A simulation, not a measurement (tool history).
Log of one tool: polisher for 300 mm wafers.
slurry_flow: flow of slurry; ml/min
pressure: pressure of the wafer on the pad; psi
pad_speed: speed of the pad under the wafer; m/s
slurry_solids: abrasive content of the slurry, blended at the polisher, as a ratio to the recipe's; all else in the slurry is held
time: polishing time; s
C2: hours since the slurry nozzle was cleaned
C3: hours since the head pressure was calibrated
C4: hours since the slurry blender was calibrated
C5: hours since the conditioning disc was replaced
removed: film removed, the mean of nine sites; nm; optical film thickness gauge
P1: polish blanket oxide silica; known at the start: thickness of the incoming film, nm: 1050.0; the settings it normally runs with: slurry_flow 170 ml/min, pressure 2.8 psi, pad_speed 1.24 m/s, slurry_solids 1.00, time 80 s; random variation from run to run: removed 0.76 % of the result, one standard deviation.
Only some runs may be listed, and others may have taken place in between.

{"run": 1, "hour": 5.8, "slurry_flow": 170, "pressure": 2.8, "pad_speed": 1.24, "slurry_solids": 1.0, "time": 80, "wafers polished on this pad": 583, "C2": 116.4, "C3": 606.2, "C4": 260.7, "C5": 65.5, "removed": 191.92}
{"run": 2, "hour": 12.5, "slurry_flow": 170, "pressure": 3.9, "pad_speed": 1.24, "slurry_solids": 1.0, "time": 80, "wafers polished on this pad": 653, "C2": 123.1, "C3": 612.9, "C4": 267.4, "C5": 72.2, "removed": 263.74}
{"run": 3, "hour": 23.0, "slurry_flow": 170, "pressure": 2.8, "pad_speed": 0.56, "slurry_solids": 1.0, "time": 80, "wafers polished on this pad": 763, "C2": 133.6, "C3": 623.4, "C4": 277.9, "C5": 82.7, "removed": 100.32}
{"run": 4, "hour": 29.7, "slurry_flow": 170, "pressure": 2.8, "pad_speed": 1.24, "slurry_solids": 1.0, "time": 80, "wafers polished on this pad": 834, "C2": 140.3, "C3": 630.1, "C4": 284.6, "C5": 89.4, "removed": 189.49}
{"hour": 35.4, "done": "slurry nozzle cleaned"}
{"run": 5, "hour": 38.0, "slurry_flow": 255, "pressure": 2.8, "pad_speed": 1.24, "slurry_solids": 1.0, "time": 99, "wafers polished on this pad": 921, "C2": 2.7, "C3": 638.4, "C4": 292.9, "C5": 97.7, "removed": 250.48}
{"run": 6, "hour": 47.7, "slurry_flow": 170, "pressure": 2.8, "pad_speed": 1.24, "slurry_solids": 1.0, "time": 57, "wafers polished on this pad": 1023, "C2": 12.4, "C3": 648.1, "C4": 302.6, "C5": 107.4, "removed": 134.84}
{"run": 7, "hour": 53.6, "slurry_flow": 170, "pressure": 2.8, "pad_speed": 0.84, "slurry_solids": 0.8, "time": 80, "wafers polished on this pad": 1085, "C2": 18.3, "C3": 654.0, "C4": 308.5, "C5": 113.3, "removed": 126.83}
{"run": 8, "hour": 59.8, "slurry_flow": 100, "pressure": 2.8, "pad_speed": 1.24, "slurry_solids": 1.0, "time": 80, "wafers polished on this pad": 1150, "C2": 24.5, "C3": 660.2, "C4": 314.7, "C5": 119.5, "removed": 171.52}
{"run": 9, "hour": 67.5, "slurry_flow": 170, "pressure": 2.8, "pad_speed": 1.24, "slurry_solids": 1.0, "time": 80, "wafers polished on this pad": 1231, "C2": 32.2, "C3": 667.9, "C4": 322.4, "C5": 127.2, "removed": 191.69}
{"run": 10, "hour": 78.4, "slurry_flow": 170, "pressure": 2.8, "pad_speed": 1.24, "slurry_solids": 1.0, "time": 109, "wafers polished on this pad": 1345, "C2": 43.1, "C3": 678.8, "C4": 333.3, "C5": 138.1, "removed": 259.0}
{"hour": 81.0, "done": "slurry blender recalibrated"}
{"run": 11, "hour": 86.1, "slurry_flow": 170, "pressure": 2.8, "pad_speed": 1.24, "slurry_solids": 1.0, "time": 80, "wafers polished on this pad": 1426, "C2": 50.8, "C3": 686.5, "C4": 5.1, "C5": 145.8, "removed": 191.55}
{"run": 12, "hour": 94.1, "slurry_flow": 215, "pressure": 2.8, "pad_speed": 1.24, "slurry_solids": 1.0, "time": 80, "wafers polished on this pad": 1510, "C2": 58.8, "C3": 694.5, "C4": 13.1, "C5": 153.8, "removed": 198.21}
{"run": 13, "hour": 104.1, "slurry_flow": 170, "pressure": 2.8, "pad_speed": 1.24, "slurry_solids": 0.75, "time": 80, "wafers polished on this pad": 1615, "C2": 68.8, "C3": 704.5, "C4": 23.1, "C5": 163.8, "removed": 166.05}
{"run": 14, "hour": 113.6, "slurry_flow": 170, "pressure": 1.5, "pad_speed": 1.24, "slurry_solids": 1.0, "time": 80, "wafers polished on this pad": 1715, "C2": 78.3, "C3": 714.0, "C4": 32.6, "C5": 173.3, "removed": 101.37}
{"run": 15, "hour": 118.8, "slurry_flow": 170, "pressure": 2.8, "pad_speed": 1.24, "slurry_solids": 1.0, "time": 80, "wafers polished on this pad": 1769, "C2": 83.5, "C3": 719.2, "C4": 37.8, "C5": 178.5, "removed": 193.49}
{"run": 16, "hour": 125.4, "slurry_flow": 170, "pressure": 2.8, "pad_speed": 1.88, "slurry_solids": 1.0, "time": 80, "wafers polished on this pad": 1839, "C2": 90.1, "C3": 725.8, "C4": 44.4, "C5": 185.1, "removed": 266.3}
{"run": 17, "hour": 135.7, "slurry_flow": 170, "pressure": 2.8, "pad_speed": 1.24, "slurry_solids": 1.3, "time": 80, "wafers polished on this pad": 1947, "C2": 100.4, "C3": 736.1, "C4": 54.7, "C5": 195.4, "removed": 213.33}
{"run": 18, "hour": 146.0, "slurry_flow": 170, "pressure": 2.8, "pad_speed": 1.24, "slurry_solids": 1.0, "time": 80, "wafers polished on this pad": 2055, "C2": 110.7, "C3": 746.4, "C4": 65.0, "C5": 205.7, "removed": 194.75}
{"run": 19, "hour": 152.2, "slurry_flow": 170, "pressure": 2.8, "pad_speed": 1.24, "slurry_solids": 1.0, "time": 80, "wafers polished on this pad": 2120, "C2": 116.9, "C3": 752.6, "C4": 71.2, "C5": 211.9, "removed": 186.78}
{"run": 20, "hour": 161.6, "slurry_flow": 170, "pressure": 2.8, "pad_speed": 1.24, "slurry_solids": 1.0, "time": 80, "wafers polished on this pad": 2219, "C2": 126.3, "C3": 762.0, "C4": 80.6, "C5": 221.3, "removed": 182.25}
{"hour": 170.7, "done": "worn pad replaced by a new one"}
{"hour": 171.7, "done": "slurry blender recalibrated"}
{"run": 21, "hour": 171.8, "slurry_flow": 170, "pressure": 2.8, "pad_speed": 1.24, "slurry_solids": 1.0, "time": 80, "wafers polished on this pad": 12, "C2": 136.5, "C3": 772.2, "C4": 0.1, "C5": 231.5, "removed": 181.04}
{"hour": 174.6, "done": "conditioning disc replaced and pad reconditioned"}
{"run": 22, "hour": 182.4, "slurry_flow": 170, "pressure": 2.8, "pad_speed": 1.24, "slurry_solids": 1.0, "time": 80, "wafers polished on this pad": 123, "C2": 147.1, "C3": 782.8, "C4": 10.7, "C5": 7.8, "removed": 174.63}
{"run": 23, "hour": 190.7, "slurry_flow": 170, "pressure": 2.8, "pad_speed": 1.24, "slurry_solids": 1.0, "time": 80, "wafers polished on this pad": 210, "C2": 155.4, "C3": 791.1, "C4": 19.0, "C5": 16.1, "removed": 174.76}

Estimate the outcome of run 24 from the log above:
{"run": 24, "hour": 199.9, "slurry_flow": 170, "pressure": 2.8, "pad_speed": 1.24, "slurry_solids": 1.0, "time": 80, "wafers polished on this pad": 307, "C2": 164.6, "C3": 800.3, "C4": 28.2, "C5": 25.3, "removed": "?"}

removed: 174.51 nm

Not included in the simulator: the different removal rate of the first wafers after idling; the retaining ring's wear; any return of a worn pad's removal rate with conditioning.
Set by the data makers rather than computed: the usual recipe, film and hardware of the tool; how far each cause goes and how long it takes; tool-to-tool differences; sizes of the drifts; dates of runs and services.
